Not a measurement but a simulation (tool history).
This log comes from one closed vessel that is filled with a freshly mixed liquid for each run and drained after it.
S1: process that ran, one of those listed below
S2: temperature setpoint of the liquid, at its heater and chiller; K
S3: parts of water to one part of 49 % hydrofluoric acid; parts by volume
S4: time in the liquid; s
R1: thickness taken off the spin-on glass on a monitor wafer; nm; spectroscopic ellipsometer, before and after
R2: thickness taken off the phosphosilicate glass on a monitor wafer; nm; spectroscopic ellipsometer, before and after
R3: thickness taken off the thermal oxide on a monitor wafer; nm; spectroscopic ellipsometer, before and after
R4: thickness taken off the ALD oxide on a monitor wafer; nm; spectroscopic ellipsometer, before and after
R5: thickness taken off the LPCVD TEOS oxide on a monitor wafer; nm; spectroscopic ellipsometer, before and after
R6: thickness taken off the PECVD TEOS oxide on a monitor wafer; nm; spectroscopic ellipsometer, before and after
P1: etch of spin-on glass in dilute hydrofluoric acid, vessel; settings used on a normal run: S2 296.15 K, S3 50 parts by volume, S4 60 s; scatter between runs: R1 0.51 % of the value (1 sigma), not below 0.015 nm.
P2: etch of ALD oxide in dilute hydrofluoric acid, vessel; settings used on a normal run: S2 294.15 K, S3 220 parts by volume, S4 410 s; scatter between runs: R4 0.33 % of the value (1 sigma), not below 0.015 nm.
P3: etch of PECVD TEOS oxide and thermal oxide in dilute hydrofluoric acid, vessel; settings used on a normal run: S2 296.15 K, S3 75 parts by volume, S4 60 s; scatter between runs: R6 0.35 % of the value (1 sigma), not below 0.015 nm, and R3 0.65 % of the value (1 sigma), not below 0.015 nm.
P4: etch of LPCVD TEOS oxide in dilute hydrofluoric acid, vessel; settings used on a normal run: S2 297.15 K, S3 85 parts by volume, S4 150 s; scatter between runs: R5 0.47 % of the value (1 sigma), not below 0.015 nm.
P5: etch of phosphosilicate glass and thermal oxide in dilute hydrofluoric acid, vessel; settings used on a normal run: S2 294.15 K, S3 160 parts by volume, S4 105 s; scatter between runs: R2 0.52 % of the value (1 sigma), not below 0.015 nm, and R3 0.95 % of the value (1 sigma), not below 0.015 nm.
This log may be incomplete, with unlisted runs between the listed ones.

{"run": 1, "day": 0.154, "S1": "P1", "S2": 296.15, "S3": 50, "S4": 60, "R1": 75.768}
{"run": 2, "day": 0.283, "S1": "P1", "S2": 299.15, "S3": 20, "S4": 60, "R1": 224.0}
{"run": 3, "day": 0.467, "S1": "P1", "S2": 303.15, "S3": 75, "S4": 60, "R1": 64.115}
{"run": 4, "day": 0.617, "S1": "P5", "S2": 294.15, "S3": 160, "S4": 185, "R2": 58.865, "R3": 4.6205}
{"run": 5, "day": 0.746, "S1": "P1", "S2": 296.15, "S3": 50, "S4": 60, "R1": 75.577}
{"run": 6, "day": 0.938, "S1": "P2", "S2": 298.65, "S3": 220, "S4": 410, "R4": 20.595}
{"run": 7, "day": 1.138, "S1": "P4", "S2": 297.15, "S3": 85, "S4": 50, "R5": 15.235}
{"run": 8, "day": 1.383, "S1": "P4", "S2": 297.15, "S3": 50, "S4": 150, "R5": 82.559}
{"run": 9, "day": 1.667, "S1": "P5", "S2": 301.65, "S3": 160, "S4": 105, "R2": 43.827, "R3": 3.5125}
{"run": 10, "day": 1.912, "S1": "P1", "S2": 290.65, "S3": 50, "S4": 60, "R1": 60.091}
{"run": 11, "day": 2.154, "S1": "P4", "S2": 304.15, "S3": 85, "S4": 150, "R5": 60.27}
{"run": 12, "day": 2.333, "S1": "P1", "S2": 296.15, "S3": 50, "S4": 60, "R1": 75.814}
{"run": 13, "day": 2.488, "S1": "P3", "S2": 296.15, "S3": 25, "S4": 60, "R3": 12.154, "R6": 71.408}
{"run": 14, "day": 2.738, "S1": "P3", "S2": 296.15, "S3": 75, "S4": 30, "R3": 1.8826, "R6": 11.107}
{"run": 15, "day": 2.958, "S1": "P2", "S2": 294.15, "S3": 395, "S4": 410, "R4": 8.3025}
{"run": 16, "day": 3.154, "S1": "P1", "S2": 296.15, "S3": 50, "S4": 60, "R1": 76.087}
{"run": 17, "day": 3.388, "S1": "P3", "S2": 296.15, "S3": 75, "S4": 60, "R3": 3.7642, "R6": 22.228}
{"run": 18, "day": 3.55, "S1": "P1", "S2": 296.15, "S3": 75, "S4": 60, "R1": 49.189}
{"run": 19, "day": 3.738, "S1": "P1", "S2": 296.15, "S3": 50, "S4": 60, "R1": 76.03}
{"run": 20, "day": 3.862, "S1": "P1", "S2": 296.15, "S3": 50, "S4": 30, "R1": 37.641}
{"run": 21, "day": 4.046, "S1": "P5", "S2": 294.15, "S3": 50, "S4": 105, "R2": 119.64, "R3": 9.4071}
{"run": 22, "day": 4.308, "S1": "P2", "S2": 294.15, "S3": 220, "S4": 410, "R4": 17.417}
{"run": 23, "day": 4.55, "S1": "P5", "S2": 294.15, "S3": 160, "S4": 105, "R2": 33.24, "R3": 2.6386}
{"run": 24, "day": 4.721, "S1": "P1", "S2": 300.15, "S3": 50, "S4": 60, "R1": 89.025}
{"run": 25, "day": 4.858, "S1": "P1", "S2": 296.15, "S3": 50, "S4": 90, "R1": 113.51}
{"run": 26, "day": 5.133, "S1": "P3", "S2": 290.15, "S3": 75, "S4": 60, "R3": 2.9125, "R6": 17.31}
{"run": 27, "day": 5.4, "S1": "P2", "S2": 294.15, "S3": 220, "S4": 410, "R4": 17.406}
{"run": 28, "day": 5.612, "S1": "P4", "S2": 297.15, "S3": 85, "S4": 150, "R5": 46.691}
{"run": 29, "day": 5.875, "S1": "P2", "S2": 294.15, "S3": 220, "S4": 820, "R4": 34.769}
{"run": 30, "day": 6.071, "S1": "P1", "S2": 296.15, "S3": 30, "S4": 60, "R1": 130.19}
{"run": 31, "day": 6.262, "S1": "P3", "S2": 296.15, "S3": 75, "S4": 60, "R3": 3.7775, "R6": 22.175}
{"run": 32, "day": 6.496, "S1": "P1", "S2": 296.15, "S3": 50, "S4": 60, "R1": 75.459}
{"run": 33, "day": 6.717, "S1": "P1", "S2": 296.15, "S3": 50, "S4": 60, "R1": 73.227}
{"run": 34, "day": 6.988, "S1": "P1", "S2": 296.15, "S3": 50, "S4": 60, "R1": 70.959}
{"run": 35, "day": 7.221, "S1": "P1", "S2": 296.15, "S3": 50, "S4": 60, "R1": 69.923}
{"run": 36, "day": 7.346, "S1": "P1", "S2": 296.15, "S3": 50, "S4": 60, "R1": 70.094}
{"run": 37, "day": 7.521, "S1": "P1", "S2": 296.15, "S3": 50, "S4": 60, "R1": 69.202}
{"run": 38, "day": 7.804, "S1": "P1", "S2": 296.15, "S3": 50, "S4": 60, "R1": 68.994}
{"run": 39, "day": 7.967, "S1": "P1", "S2": 296.15, "S3": 50, "S4": 60, "R1": 68.329}
{"run": 40, "day": 8.108, "S1": "P1", "S2": 296.15, "S3": 50, "S4": 60, "R1": 68.503}

What P1 gives has crept away from where it was. These 2 causes fit the log equally well, each at the size given:
A: liquid colder than its thermometer reads (K) = 2.29
B: hydrofluoric acid flow below the setpoint (%) = 8.57
Creep in the process output first set in at about day 6.496.

Below are 4 check runs, each on a single wafer, with their results shown as question marks. Which of them would tell the listed causes apart, meaning the causes would give clearly different results under it?
{"run": "check 1", "day": 8.25, "S1": "P2", "S2": 294.15, "S3": 385, "S4": 755, "R4": "?"}
{"run": "check 2", "day": 8.25, "S1": "P4", "S2": 304.15, "S3": 55, "S4": 150, "R5": "?"}
{"run": "check 3", "day": 8.25, "S1": "P3", "S2": 291.15, "S3": 30, "S4": 60, "R3": "?", "R6": "?"}
{"run": "check 4", "day": 8.25, "S1": "P5", "S2": 294.15, "S3": 90, "S4": 145, "R2": "?", "R3": "?"}

If the cause were each of the candidates in turn, the checks would give the following:
check=check_1 result=R4 if_A=14.5500 if_B=13.9820
check=check_2 result=R5 if_A=89.823 if_B=89.092
check=check_3 result=R3 if_A=7.2599 if_B=7.3202
check=check_3 result=R6 if_A=43.106 if_B=43.465
check=check_4 result=R2 if_A=80.222 if_B=79.855
check=check_4 result=R3 if_A=6.3268 if_B=6.2979
Minimum pairwise separation of causes per check, each pair taken at its best-separating result: check 1 3.98 %; check 2 0.82 %; check 3 0.83 %; check 4 0.46 %
Of the check runs offered, only check 1 discriminates between the causes; the rest would read about the same regardless of which cause applies.

Here is what check 1 returned: R4 14.5060 nm. Which cause is it?

It is A: liquid colder than its thermometer reads (K).

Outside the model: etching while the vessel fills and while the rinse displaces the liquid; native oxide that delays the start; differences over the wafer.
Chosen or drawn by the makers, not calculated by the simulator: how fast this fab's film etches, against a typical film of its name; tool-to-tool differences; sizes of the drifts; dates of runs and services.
